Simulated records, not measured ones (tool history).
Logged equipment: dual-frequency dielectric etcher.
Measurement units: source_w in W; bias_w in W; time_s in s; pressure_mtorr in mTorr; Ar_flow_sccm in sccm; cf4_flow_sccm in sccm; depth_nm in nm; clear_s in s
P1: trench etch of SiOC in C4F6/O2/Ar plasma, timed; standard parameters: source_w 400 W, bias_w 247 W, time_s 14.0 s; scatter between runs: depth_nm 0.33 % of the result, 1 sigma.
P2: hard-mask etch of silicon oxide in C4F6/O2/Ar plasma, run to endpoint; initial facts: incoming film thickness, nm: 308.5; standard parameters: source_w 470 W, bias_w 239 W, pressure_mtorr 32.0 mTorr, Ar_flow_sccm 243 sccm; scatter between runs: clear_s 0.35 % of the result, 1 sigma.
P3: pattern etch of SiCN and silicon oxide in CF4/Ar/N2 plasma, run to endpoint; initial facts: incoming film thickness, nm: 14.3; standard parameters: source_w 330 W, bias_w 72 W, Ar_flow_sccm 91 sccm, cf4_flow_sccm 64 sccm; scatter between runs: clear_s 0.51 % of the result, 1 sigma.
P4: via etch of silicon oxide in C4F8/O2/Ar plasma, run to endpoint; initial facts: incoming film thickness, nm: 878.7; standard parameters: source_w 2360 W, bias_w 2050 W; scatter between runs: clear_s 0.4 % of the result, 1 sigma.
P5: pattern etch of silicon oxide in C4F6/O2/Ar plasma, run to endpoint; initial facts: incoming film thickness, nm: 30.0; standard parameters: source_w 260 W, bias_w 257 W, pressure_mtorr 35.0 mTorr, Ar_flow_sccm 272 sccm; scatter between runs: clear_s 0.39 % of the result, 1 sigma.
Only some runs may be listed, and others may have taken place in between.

run   hour  process  source_w  bias_w  time_s  pressure_mtorr  Ar_flow_sccm  cf4_flow_sccm  hours since the last wet clean  hours since the last source power generator calibration  hours since the last bias power generator calibration  depth_nm   clear_s
  1    4.8       P1       400     247    14.0                                                                        409.6                                                   1644.3                                                 1236.6    31.905
  2   10.1       P2       470     195                    32.0           243                                          414.9                                                   1649.6                                                 1241.9             89.8840
  3   19.0       P2       590     239                    32.0           243                                          423.8                                                   1658.5                                                 1250.8             76.4450
  4   24.9       P1       480     247    14.0                                                                        429.7                                                   1664.4                                                 1256.7    34.319
  5   29.2       P1       320     345    14.0                                                                        434.0                                                   1668.7                                                 1261.0    32.970
  6   33.1       P1       400     247    10.0                                                                        437.9                                                   1672.6                                                 1264.9    22.893
  7   37.2       P2       470     239                    32.0           243                                          442.0                                                   1676.7                                                 1269.0             83.5220
  8   42.3       P5       340     257                    35.0           272                                          447.1                                                   1681.8                                                 1274.1              8.9620
  9   48.3       P4      2360    2050                                                                                453.1                                                   1687.8                                                 1280.1            162.9600
 10   52.9       P4      2360    2854                                                                                457.7                                                   1692.4                                                 1284.7            148.4100
 11   60.2       P3       330      72                                    91             64                           465.0                                                   1699.7                                                 1292.0             21.7550
 12   66.7       P3       240      72                                    91             64                           471.5                                                   1706.2                                                 1298.5             28.6830
 13   75.4       P5       260     257                    35.0           377                                          480.2                                                   1714.9                                                 1307.2             10.2600
 14   83.9       P3       330      47                                    91             64                           488.7                                                   1723.4                                                 1315.7             25.2930
 15   91.9       P5       260     257                    35.0           272                                          496.7                                                   1731.4                                                 1323.7              9.9001
 16   96.0       P1       400     247    14.0                                                                        500.8                                                   1735.5                                                 1327.8    31.979
 17  102.8       P1       400     318    14.0                                                                        507.6                                                   1742.3                                                 1334.6    34.853
 18  107.5       P1       250     185    14.0                                                                        512.3                                                   1747.0                                                 1339.3    24.211
 19  116.3       P1       400     247    14.0                                                                        521.1                                                   1755.8                                                 1348.1    31.807
 20  124.6       P1       400     247    20.5                                                                        529.4                                                   1764.1                                                 1356.4    46.764
 21  132.4       P1       400     299     8.5                                                                        537.2                                                   1771.9                                                 1364.2    20.597
 22  136.3       P4      1690    2050                                                                                541.1                                                   1775.8                                                 1368.1            186.8400
 23  143.3       P1       400     247    14.0                                                                        548.1                                                   1782.8                                                 1375.1    31.815
 24  148.1       P1       400     168    14.0                                                                        552.9                                                   1787.6                                                 1379.9    28.132
 25  154.5       P2       470     239                    32.0           186                                          559.3                                                   1794.0                                                 1386.3             81.1470
 26  163.1       P1       400     247    14.0                                                                        567.9                                                   1802.6                                                 1394.9    31.683
 27  167.6       P5       260     331                    35.0           272                                          572.4                                                   1807.1                                                 1399.4              9.0629
 28  171.7       P2       470     239                    25.5           243                                          576.5                                                   1811.2                                                 1403.5             81.2780
 29  180.3       P1       240     247    14.0                                                                        585.1                                                   1819.8                                                 1412.1    26.210
 30  186.2       P3       330      72                                    91             52                           591.0                                                   1825.7                                                 1418.0             22.5450
 31  190.2       P3       330      72                                   119             64                           595.0                                                   1829.7                                                 1422.0             22.5810
 32  198.3       P5       260     257                    25.5           272                                          603.1                                                   1837.8                                                 1430.1              9.5477
 33  206.8       P3       330      72                                    91             64                           611.6                                                   1846.3                                                 1438.6             21.8980
 34  215.3       P1       400     247    14.0                                                                        620.1                                                   1854.8                                                 1447.1    31.861
 35  222.8       P1       400     247    14.0                                                                        627.6                                                   1862.3                                                 1454.6    31.744
 36  226.7       P1       400     247    14.0                                                                        631.5                                                   1866.2                                                 1458.5    31.617
 37  234.5       P1       400     247    14.0                                                                        639.3                                                   1874.0                                                 1466.3    31.599
 38  238.8       P1       400     247    14.0                                                                        643.6                                                   1878.3                                                 1470.6    31.683
     244.7  -- wet clean of the chamber
 39  245.5       P1       400     247    14.0                                                                          0.9                                                   1885.0                                                 1477.3    31.467
 40  250.3       P1       400     247    14.0                                                                          5.7                                                   1889.8                                                 1482.1    31.390
 41  254.3       P1       400     247    14.0                                                                          9.7                                                   1893.8                                                 1486.1    31.319
 42  258.3       P1       400     247    14.0                                                                         13.7                                                   1897.8                                                 1490.1    31.484
 43  266.9       P1       400     247    14.0                                                                         22.3                                                   1906.4                                                 1498.7    31.356
 44  273.6       P1       400     247    14.0                                                                         29.0                                                   1913.1                                                 1505.4    31.452

What P1 gives has crept away from where it was. These 2 causes fit the log equally well, each at the size given:
A: bias power that arrives under what is set, % = 4.79
B: source power that arrives under what is set, % = 4.22
The drift started at roughly hour 215.3.
What rules out each remaining cause:
chamber walls in a state that lowers the etch rate, %: serviced at hour 244.7, after the change had begun; the process did not return to its earlier output

4 check runs are offered, each on 5 wafers whose results are averaged, their results left as question marks. Which one tells the causes apart?
check 1  280.3       P5       260     314                    35.0           366                                                                                                                                                                                 ?
check 2  280.3       P3       270      72                                   112             64                                                                                                                                                                  ?
check 3  280.3       P2       580     239                    32.0           188                                                                                                                                                                                 ?
check 4  280.3       P4      1830    2836                                                                                                                                                                                                                       ?

If the cause were each of the candidates in turn, the checks would give the following:
  check   result      if A      if B
check 1  clear_s    9.7219    9.7076
check 2  clear_s   27.3470   27.9020
check 3  clear_s   76.1760   76.2300
check 4  clear_s  166.7100  166.9900
Distance between the nearest two causes, measured in the result of the check that separates them most: check 1 0.15 %; check 2 2.01 %; check 3 0.07 %; check 4 0.17 %
Check 2 is the one run that separates the causes; every other check would come out nearly the same whichever cause is at work.

Check 2 was carried out, with these results: clear_s 27.2710 s. Which of the listed causes is responsible?

It is A: bias power that arrives under what is set, %.
